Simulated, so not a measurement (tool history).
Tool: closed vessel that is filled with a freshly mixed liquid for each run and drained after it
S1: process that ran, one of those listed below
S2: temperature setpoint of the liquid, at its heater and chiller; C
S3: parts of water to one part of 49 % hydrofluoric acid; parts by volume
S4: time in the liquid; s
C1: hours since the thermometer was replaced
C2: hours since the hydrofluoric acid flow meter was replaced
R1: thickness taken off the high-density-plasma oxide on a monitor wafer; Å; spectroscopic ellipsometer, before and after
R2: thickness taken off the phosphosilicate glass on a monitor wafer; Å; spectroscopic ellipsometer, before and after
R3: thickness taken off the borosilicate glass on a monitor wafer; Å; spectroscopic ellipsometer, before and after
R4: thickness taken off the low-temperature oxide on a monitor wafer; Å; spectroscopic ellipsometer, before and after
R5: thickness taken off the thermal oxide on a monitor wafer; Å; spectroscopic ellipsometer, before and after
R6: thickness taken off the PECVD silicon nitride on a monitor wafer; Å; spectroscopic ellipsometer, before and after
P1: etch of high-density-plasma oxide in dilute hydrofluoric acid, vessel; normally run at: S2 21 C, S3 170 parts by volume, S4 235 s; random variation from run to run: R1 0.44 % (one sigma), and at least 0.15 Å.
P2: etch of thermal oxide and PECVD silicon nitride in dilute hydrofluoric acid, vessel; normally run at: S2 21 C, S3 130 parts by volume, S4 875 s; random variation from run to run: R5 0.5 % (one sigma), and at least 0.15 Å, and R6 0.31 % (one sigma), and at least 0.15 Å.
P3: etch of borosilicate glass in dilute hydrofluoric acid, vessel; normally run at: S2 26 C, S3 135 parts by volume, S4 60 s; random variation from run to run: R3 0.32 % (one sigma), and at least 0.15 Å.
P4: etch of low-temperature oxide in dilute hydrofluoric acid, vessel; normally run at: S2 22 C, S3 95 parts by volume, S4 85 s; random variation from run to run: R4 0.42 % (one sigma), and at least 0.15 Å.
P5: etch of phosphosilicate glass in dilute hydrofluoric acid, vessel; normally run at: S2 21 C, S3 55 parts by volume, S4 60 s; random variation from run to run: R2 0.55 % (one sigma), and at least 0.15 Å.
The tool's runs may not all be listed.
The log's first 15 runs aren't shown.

Run 16, day 4.521: S1 P3, S2 26 C, S3 135 parts by volume, S4 60 s; C1 492.8; C2 1322.8. Result: R3 176.4 Å.
Run 17, day 4.867: S1 P1, S2 21 C, S3 170 parts by volume, S4 40 s; C1 501.1; C2 1331.1. Result: R1 10.276 Å.
Run 18, day 5.258: S1 P5, S2 21 C, S3 85 parts by volume, S4 60 s; C1 510.5; C2 1340.5. Result: R2 852.81 Å.
Run 19, day 5.612: S1 P3, S2 26 C, S3 185 parts by volume, S4 60 s; C1 519; C2 1349. Result: R3 122.16 Å.
Run 20, day 5.942: S1 P1, S2 21 C, S3 170 parts by volume, S4 235 s; C1 526.9; C2 1356.9. Result: R1 59.37 Å.
Run 21, day 6.167: S1 P1, S2 21 C, S3 170 parts by volume, S4 415 s; C1 532.3; C2 1362.3. Result: R1 104.72 Å.
Run 22, day 6.433: S1 P3, S2 26 C, S3 135 parts by volume, S4 60 s; C1 538.7; C2 1368.7. Result: R3 178.11 Å.
Run 23, day 6.675: S1 P2, S2 21 C, S3 25 parts by volume, S4 875 s; C1 544.5; C2 1374.5. Result: R5 1654.4 Å, R6 1584.8 Å.
Run 24, day 7.046: S1 P1, S2 21 C, S3 240 parts by volume, S4 235 s; C1 553.4; C2 1383.4. Result: R1 39.004 Å.
Run 25, day 7.367: S1 P1, S2 21 C, S3 115 parts by volume, S4 415 s; C1 561.1; C2 1391.1. Result: R1 164.26 Å.
Run 26, day 7.575: S1 P4, S2 29.5 C, S3 95 parts by volume, S4 85 s; C1 566.1; C2 1396.1. Result: R4 334.6 Å.
Run 27, day 7.817: S1 P5, S2 26.5 C, S3 55 parts by volume, S4 60 s; C1 571.9; C2 1401.9. Result: R2 1719.8 Å.
Run 28, day 7.996: S1 P1, S2 21 C, S3 85 parts by volume, S4 235 s; C1 576.2; C2 1406.2. Result: R1 130.03 Å.
Run 29, day 8.179: S1 P3, S2 22.5 C, S3 135 parts by volume, S4 60 s; C1 580.6; C2 1410.6. Result: R3 154.41 Å.
Run 30, day 8.488: S1 P2, S2 21 C, S3 130 parts by volume, S4 470 s; C1 588; C2 1418. Result: R5 150.35 Å, R6 171.26 Å.
Run 31, day 8.746: S1 P1, S2 21 C, S3 235 parts by volume, S4 415 s; C1 594.2; C2 1424.2. Result: R1 70.77 Å.
Run 32, day 9.079: S1 P1, S2 21 C, S3 170 parts by volume, S4 235 s; C1 602.2; C2 1432.2. Result: R1 59.21 Å.
Run 33, day 9.429: S1 P1, S2 21 C, S3 170 parts by volume, S4 235 s; C1 610.6; C2 1440.6. Result: R1 57.266 Å.
Run 34, day 9.638: S1 P1, S2 21 C, S3 170 parts by volume, S4 235 s; C1 615.6; C2 1445.6. Result: R1 56.07 Å.
Run 35, day 10.008: S1 P1, S2 21 C, S3 170 parts by volume, S4 235 s; C1 624.5; C2 1454.5. Result: R1 55.807 Å.
Run 36, day 10.275: S1 P1, S2 21 C, S3 170 parts by volume, S4 235 s; C1 630.9; C2 1460.9. Result: R1 54.937 Å.
Run 37, day 10.483: S1 P1, S2 21 C, S3 170 parts by volume, S4 235 s; C1 635.9; C2 1465.9. Result: R1 54.831 Å.
Run 38, day 10.75: S1 P1, S2 21 C, S3 170 parts by volume, S4 235 s; C1 642.3; C2 1472.3. Result: R1 54.65 Å.
Run 39, day 10.962: S1 P1, S2 21 C, S3 170 parts by volume, S4 235 s; C1 647.4; C2 1477.4. Result: R1 54.274 Å.

The next listed run, before its measurement:
Run 40, day 11.333: S1 P1, S2 21 C, S3 170 parts by volume, S4 235 s; C1 656.3; C2 1486.3. Result: R1 ?.

{"run 40": {"R1": 54.695}}
